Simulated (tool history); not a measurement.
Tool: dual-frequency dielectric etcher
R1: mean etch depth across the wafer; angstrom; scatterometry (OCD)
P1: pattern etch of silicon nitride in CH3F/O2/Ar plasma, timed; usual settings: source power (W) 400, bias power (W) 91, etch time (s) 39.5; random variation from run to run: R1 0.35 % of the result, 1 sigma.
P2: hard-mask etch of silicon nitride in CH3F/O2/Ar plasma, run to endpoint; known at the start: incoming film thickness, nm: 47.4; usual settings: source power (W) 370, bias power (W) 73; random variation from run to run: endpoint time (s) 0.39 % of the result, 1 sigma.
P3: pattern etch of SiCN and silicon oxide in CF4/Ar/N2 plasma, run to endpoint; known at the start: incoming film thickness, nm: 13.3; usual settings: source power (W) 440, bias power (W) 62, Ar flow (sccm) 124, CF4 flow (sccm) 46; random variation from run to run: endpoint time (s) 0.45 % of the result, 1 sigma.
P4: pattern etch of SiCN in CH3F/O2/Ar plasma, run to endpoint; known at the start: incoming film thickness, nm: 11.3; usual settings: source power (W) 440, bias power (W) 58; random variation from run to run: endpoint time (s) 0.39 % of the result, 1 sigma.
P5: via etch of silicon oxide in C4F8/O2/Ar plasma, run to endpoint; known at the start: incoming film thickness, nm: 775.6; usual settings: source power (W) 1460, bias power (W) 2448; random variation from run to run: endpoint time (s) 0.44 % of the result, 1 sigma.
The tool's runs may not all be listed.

run 1 hour=5.8 | process_that_ran=P1 source_power_(W)=400 bias_power_(W)=91 etch_time_(s)=39.5 | R1=312.83
run 2 hour=10.4 | process_that_ran=P4 source_power_(W)=520 bias_power_(W)=58 | endpoint_time_(s)=29.612
run 3 hour=17.4 | process_that_ran=P1 source_power_(W)=280 bias_power_(W)=91 etch_time_(s)=21.5 | R1=149.49
run 4 hour=22.5 | process_that_ran=P2 source_power_(W)=370 bias_power_(W)=73 | endpoint_time_(s)=70.218
run 5 hour=28.7 | process_that_ran=P4 source_power_(W)=440 bias_power_(W)=37 | endpoint_time_(s)=36.269
run 6 hour=36.6 | process_that_ran=P1 source_power_(W)=400 bias_power_(W)=91 etch_time_(s)=39.5 | R1=314.68
run 7 hour=40.8 | process_that_ran=P3 source_power_(W)=440 bias_power_(W)=62 Ar_flow_(sccm)=124 CF4_flow_(sccm)=46 | endpoint_time_(s)=18.255
run 8 hour=46.9 | process_that_ran=P5 source_power_(W)=1460 bias_power_(W)=3130 | endpoint_time_(s)=153.370
run 9 hour=52.4 | process_that_ran=P3 source_power_(W)=440 bias_power_(W)=62 Ar_flow_(sccm)=80 CF4_flow_(sccm)=46 | endpoint_time_(s)=16.902
run 10 hour=56.8 | process_that_ran=P1 source_power_(W)=400 bias_power_(W)=91 etch_time_(s)=39.5 | R1=313.23
run 11 hour=61.6 | process_that_ran=P3 source_power_(W)=440 bias_power_(W)=62 Ar_flow_(sccm)=124 CF4_flow_(sccm)=31 | endpoint_time_(s)=19.609
run 12 hour=67.0 | process_that_ran=P1 source_power_(W)=400 bias_power_(W)=91 etch_time_(s)=22.0 | R1=174.85
run 13 hour=75.2 | process_that_ran=P1 source_power_(W)=400 bias_power_(W)=113 etch_time_(s)=39.5 | R1=339.07
run 14 hour=84.9 | process_that_ran=P2 source_power_(W)=370 bias_power_(W)=49 | endpoint_time_(s)=80.380
run 15 hour=92.5 | process_that_ran=P4 source_power_(W)=440 bias_power_(W)=58 | endpoint_time_(s)=31.436
run 16 hour=98.9 | process_that_ran=P4 source_power_(W)=440 bias_power_(W)=58 | endpoint_time_(s)=31.471
run 17 hour=106.2 | process_that_ran=P3 source_power_(W)=570 bias_power_(W)=62 Ar_flow_(sccm)=124 CF4_flow_(sccm)=46 | endpoint_time_(s)=14.420
run 18 hour=115.2 | process_that_ran=P1 source_power_(W)=540 bias_power_(W)=91 etch_time_(s)=39.5 | R1=351.08
run 19 hour=120.5 | process_that_ran=P1 source_power_(W)=400 bias_power_(W)=112 etch_time_(s)=49.5 | R1=425.21
run 20 hour=128.0 | process_that_ran=P1 source_power_(W)=400 bias_power_(W)=57 etch_time_(s)=39.5 | R1=266.42
run 21 hour=136.3 | process_that_ran=P2 source_power_(W)=370 bias_power_(W)=73 | endpoint_time_(s)=70.477
run 22 hour=142.9 | process_that_ran=P5 source_power_(W)=1460 bias_power_(W)=2448 | endpoint_time_(s)=166.230
run 23 hour=151.6 | process_that_ran=P3 source_power_(W)=440 bias_power_(W)=83 Ar_flow_(sccm)=124 CF4_flow_(sccm)=46 | endpoint_time_(s)=16.325
run 24 hour=156.5 | process_that_ran=P5 source_power_(W)=2000 bias_power_(W)=2448 | endpoint_time_(s)=146.340
run 25 hour=164.9 | process_that_ran=P1 source_power_(W)=400 bias_power_(W)=91 etch_time_(s)=39.5 | R1=314.85
run 26 hour=174.0 | process_that_ran=P1 source_power_(W)=250 bias_power_(W)=91 etch_time_(s)=39.5 | R1=263.52
run 27 hour=180.9 | process_that_ran=P1 source_power_(W)=400 bias_power_(W)=91 etch_time_(s)=50.0 | R1=397.13
run 28 hour=188.4 | process_that_ran=P2 source_power_(W)=270 bias_power_(W)=73 | endpoint_time_(s)=78.810
run 29 hour=196.3 | process_that_ran=P1 source_power_(W)=400 bias_power_(W)=91 etch_time_(s)=39.5 | R1=312.24
run 30 hour=204.2 | process_that_ran=P1 source_power_(W)=400 bias_power_(W)=91 etch_time_(s)=39.5 | R1=313.23
run 31 hour=210.6 | process_that_ran=P1 source_power_(W)=400 bias_power_(W)=91 etch_time_(s)=39.5 | R1=311.32
run 32 hour=217.8 | process_that_ran=P1 source_power_(W)=400 bias_power_(W)=91 etch_time_(s)=39.5 | R1=309.29
run 33 hour=226.7 | process_that_ran=P1 source_power_(W)=400 bias_power_(W)=91 etch_time_(s)=39.5 | R1=308.88
run 34 hour=234.5 | process_that_ran=P1 source_power_(W)=400 bias_power_(W)=91 etch_time_(s)=39.5 | R1=308.26
run 35 hour=239.4 | process_that_ran=P1 source_power_(W)=400 bias_power_(W)=91 etch_time_(s)=39.5 | R1=306.12
-- hour=242.6 wet clean of the chamber
run 36 hour=247.0 | process_that_ran=P1 source_power_(W)=400 bias_power_(W)=91 etch_time_(s)=39.5 | R1=308.29
run 37 hour=252.3 | process_that_ran=P1 source_power_(W)=400 bias_power_(W)=91 etch_time_(s)=39.5 | R1=308.34
run 38 hour=258.7 | process_that_ran=P1 source_power_(W)=400 bias_power_(W)=91 etch_time_(s)=39.5 | R1=308.87

What P1 gives has crept away from where it was. These 2 causes fit the log equally well, each at the size given:
A: bias power that arrives under what is set, % = 4.7
B: source power that arrives under what is set, % = 4.51
The creep began at about hour 196.3.
Why every other cause is out:
chamber walls in a state that lowers the etch rate, %: serviced at hour 242.6, which brought nothing back

4 check runs are offered, each on 2 wafers whose results are averaged, their results left as question marks. Which one tells the causes apart?
run check 1 hour=265.1 | process_that_ran=P4 source_power_(W)=440 bias_power_(W)=58 | endpoint_time_(s)=?
run check 2 hour=265.1 | process_that_ran=P5 source_power_(W)=1460 bias_power_(W)=2448 | endpoint_time_(s)=?
run check 3 hour=265.1 | process_that_ran=P2 source_power_(W)=370 bias_power_(W)=73 | endpoint_time_(s)=?
run check 4 hour=265.1 | process_that_ran=P3 source_power_(W)=440 bias_power_(W)=62 Ar_flow_(sccm)=124 CF4_flow_(sccm)=46 | endpoint_time_(s)=?

What each check would give under each cause:
check=check_1 result=endpoint_time_(s) if_A=31.844 if_B=31.897
check=check_2 result=endpoint_time_(s) if_A=168.120 if_B=168.700
check=check_3 result=endpoint_time_(s) if_A=71.217 if_B=71.280
check=check_4 result=endpoint_time_(s) if_A=18.504 if_B=18.932
How far apart the two closest causes lie, in the result that separates them most: check 1 0.17 %; check 2 0.35 %; check 3 0.09 %; check 4 2.29 %
Only check 4 tells the causes apart: in the others they would give nearly the same result.

Check 4 was then run and gave: endpoint time (s) 19.019. Which cause is it?

It is B: source power that arrives under what is set, %.
